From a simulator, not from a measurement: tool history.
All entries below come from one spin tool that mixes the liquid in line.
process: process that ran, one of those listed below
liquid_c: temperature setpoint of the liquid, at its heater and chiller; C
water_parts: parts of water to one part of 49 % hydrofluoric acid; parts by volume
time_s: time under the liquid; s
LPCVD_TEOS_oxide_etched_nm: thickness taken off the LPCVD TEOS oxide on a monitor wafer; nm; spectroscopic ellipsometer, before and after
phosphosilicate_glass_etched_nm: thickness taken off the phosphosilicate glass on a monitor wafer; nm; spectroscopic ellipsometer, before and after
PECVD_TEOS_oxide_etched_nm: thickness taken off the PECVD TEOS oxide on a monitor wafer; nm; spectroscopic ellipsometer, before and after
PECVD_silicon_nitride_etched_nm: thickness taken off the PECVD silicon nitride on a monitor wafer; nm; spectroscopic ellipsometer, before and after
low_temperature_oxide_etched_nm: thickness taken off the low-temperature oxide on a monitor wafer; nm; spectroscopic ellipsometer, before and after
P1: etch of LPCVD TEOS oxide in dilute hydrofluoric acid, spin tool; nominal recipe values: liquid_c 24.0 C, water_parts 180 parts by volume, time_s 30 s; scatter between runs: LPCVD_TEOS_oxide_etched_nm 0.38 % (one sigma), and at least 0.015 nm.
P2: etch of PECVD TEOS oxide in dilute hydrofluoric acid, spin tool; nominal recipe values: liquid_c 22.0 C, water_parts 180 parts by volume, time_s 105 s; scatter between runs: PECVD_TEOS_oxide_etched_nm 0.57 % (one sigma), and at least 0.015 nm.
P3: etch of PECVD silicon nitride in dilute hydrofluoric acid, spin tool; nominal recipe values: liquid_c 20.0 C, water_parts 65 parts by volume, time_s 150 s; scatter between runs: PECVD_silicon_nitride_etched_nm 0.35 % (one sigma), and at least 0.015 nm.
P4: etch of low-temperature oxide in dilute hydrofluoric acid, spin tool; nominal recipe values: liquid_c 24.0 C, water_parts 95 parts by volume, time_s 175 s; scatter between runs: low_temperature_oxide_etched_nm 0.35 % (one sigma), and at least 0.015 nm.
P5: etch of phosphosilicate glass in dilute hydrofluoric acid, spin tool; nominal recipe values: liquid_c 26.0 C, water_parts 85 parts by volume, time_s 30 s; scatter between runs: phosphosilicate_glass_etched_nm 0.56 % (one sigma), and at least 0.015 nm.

run,hour,process,liquid_c,water_parts,time_s,hours since the thermometer was replaced,hours since the hydrofluoric acid flow meter was replaced,LPCVD_TEOS_oxide_etched_nm,phosphosilicate_glass_etched_nm,PECVD_TEOS_oxide_etched_nm,PECVD_silicon_nitride_etched_nm,low_temperature_oxide_etched_nm
1,7.1,P1,24.0,180,30,741.3,460.0,8.4667,,,,
2,14.6,P5,17.5,85,30,748.8,467.5,,55.038,,,
3,22.4,P1,18.5,180,30,756.6,475.3,6.8266,,,,
4,30.1,P1,31.0,180,30,764.3,483.0,10.9870,,,,
5,37.1,P1,24.0,180,30,771.3,490.0,8.4433,,,,
6,43.6,P2,30.0,180,105,777.8,496.5,,,8.0923,,
7,48.9,P1,24.0,180,30,783.1,501.8,8.5951,,,,
8,59.5,P1,24.0,330,30,793.7,512.4,3.9762,,,,
9,65.0,P1,24.0,180,60,799.2,517.9,17.0790,,,,
10,74.0,P1,24.0,180,30,808.2,526.9,8.5929,,,,
11,79.4,P3,20.0,35,150,813.6,532.3,,,,17.8860,
12,86.8,P3,17.0,65,150,821.0,539.7,,,,7.8894,
13,92.5,P5,26.0,85,30,826.7,545.4,,78.033,,,
14,97.6,P1,19.0,275,30,831.8,550.5,4.2194,,,,
15,107.9,P1,28.5,180,15,842.1,560.8,4.9873,,,,
16,113.2,P1,24.0,180,15,847.4,566.1,4.2699,,,,
17,120.9,P3,20.0,65,290,855.1,573.8,,,,18.9790,
18,128.1,P4,24.0,95,305,862.3,581.0,,,,,40.328
19,136.5,P5,26.0,85,50,870.7,589.4,,130.050,,,
20,143.9,P2,22.0,180,20,878.1,596.8,,,1.1558,,
21,155.1,P4,24.0,95,175,889.3,608.0,,,,,22.972
22,162.1,P3,20.0,65,150,896.3,615.0,,,,9.7730,
23,168.8,P4,24.0,175,175,903.0,621.7,,,,,11.380
24,176.1,P4,17.0,95,175,910.3,629.0,,,,,17.327
25,186.3,P3,20.0,65,150,920.5,639.2,,,,9.7651,
26,197.1,P2,22.0,180,105,931.3,650.0,,,5.9828,,
27,203.5,P1,24.0,180,30,937.7,656.4,8.5104,,,,
28,210.0,P5,26.0,150,30,944.2,662.9,,41.078,,,
29,220.6,P2,22.0,75,105,954.8,673.5,,,16.5610,,
30,229.2,P1,24.0,90,30,963.4,682.1,18.9430,,,,
31,237.0,P1,24.0,180,30,971.2,689.9,8.5192,,,,
32,244.1,P1,24.0,180,30,978.3,697.0,8.7991,,,,
33,251.3,P1,24.0,180,30,985.5,704.2,8.9708,,,,
34,262.4,P1,24.0,180,30,996.6,715.3,9.0971,,,,
35,270.1,P1,24.0,180,30,1004.3,723.0,9.1819,,,,
36,275.4,P1,24.0,180,30,1009.6,728.3,9.1315,,,,
37,283.2,P1,24.0,180,30,1017.4,736.1,9.1869,,,,
38,291.0,P1,24.0,180,30,1025.2,743.9,9.1842,,,,
39,302.1,P1,24.0,180,30,1036.3,755.0,9.3028,,,,

P1 has crept away from where it was. The log is fitted equally well by each of these 2 causes, at the sizes shown:
A: liquid hotter than its thermometer reads (K) = 2.12
B: hydrofluoric acid flow above the setpoint (%) = 6.78
The creep began at about hour 237.0.

4 check runs are offered, one wafer each, their results left as question marks. Which one tells the causes apart?
check 1,313.2,P5,26.0,145,30,,,,?,,,
check 2,313.2,P4,20.0,145,175,,,,,,,?
check 3,313.2,P3,20.0,65,265,,,,,,?,
check 4,313.2,P2,22.0,110,25,,,,,?,,

Check results expected under each cause:
check,result,if A,if B
check 1,phosphosilicate_glass_etched_nm,45.579,45.485
check 2,low_temperature_oxide_etched_nm,13.227,13.116
check 3,PECVD_silicon_nitride_etched_nm,20.0240,18.4630
check 4,PECVD_TEOS_oxide_etched_nm,2.7661,2.7373
Per-check spread between the two closest causes, in the result where they differ most: check 1 0.21 %; check 2 0.84 %; check 3 8.12 %; check 4 1.05 %
Check 3 distinguishes between the causes, while the remaining checks would return nearly the same result for all of them.

With check 3 done, the readings were: PECVD_silicon_nitride_etched_nm 18.3900 nm. Identify which of the listed causes applies.

B is the cause: hydrofluoric acid flow above the setpoint (%).

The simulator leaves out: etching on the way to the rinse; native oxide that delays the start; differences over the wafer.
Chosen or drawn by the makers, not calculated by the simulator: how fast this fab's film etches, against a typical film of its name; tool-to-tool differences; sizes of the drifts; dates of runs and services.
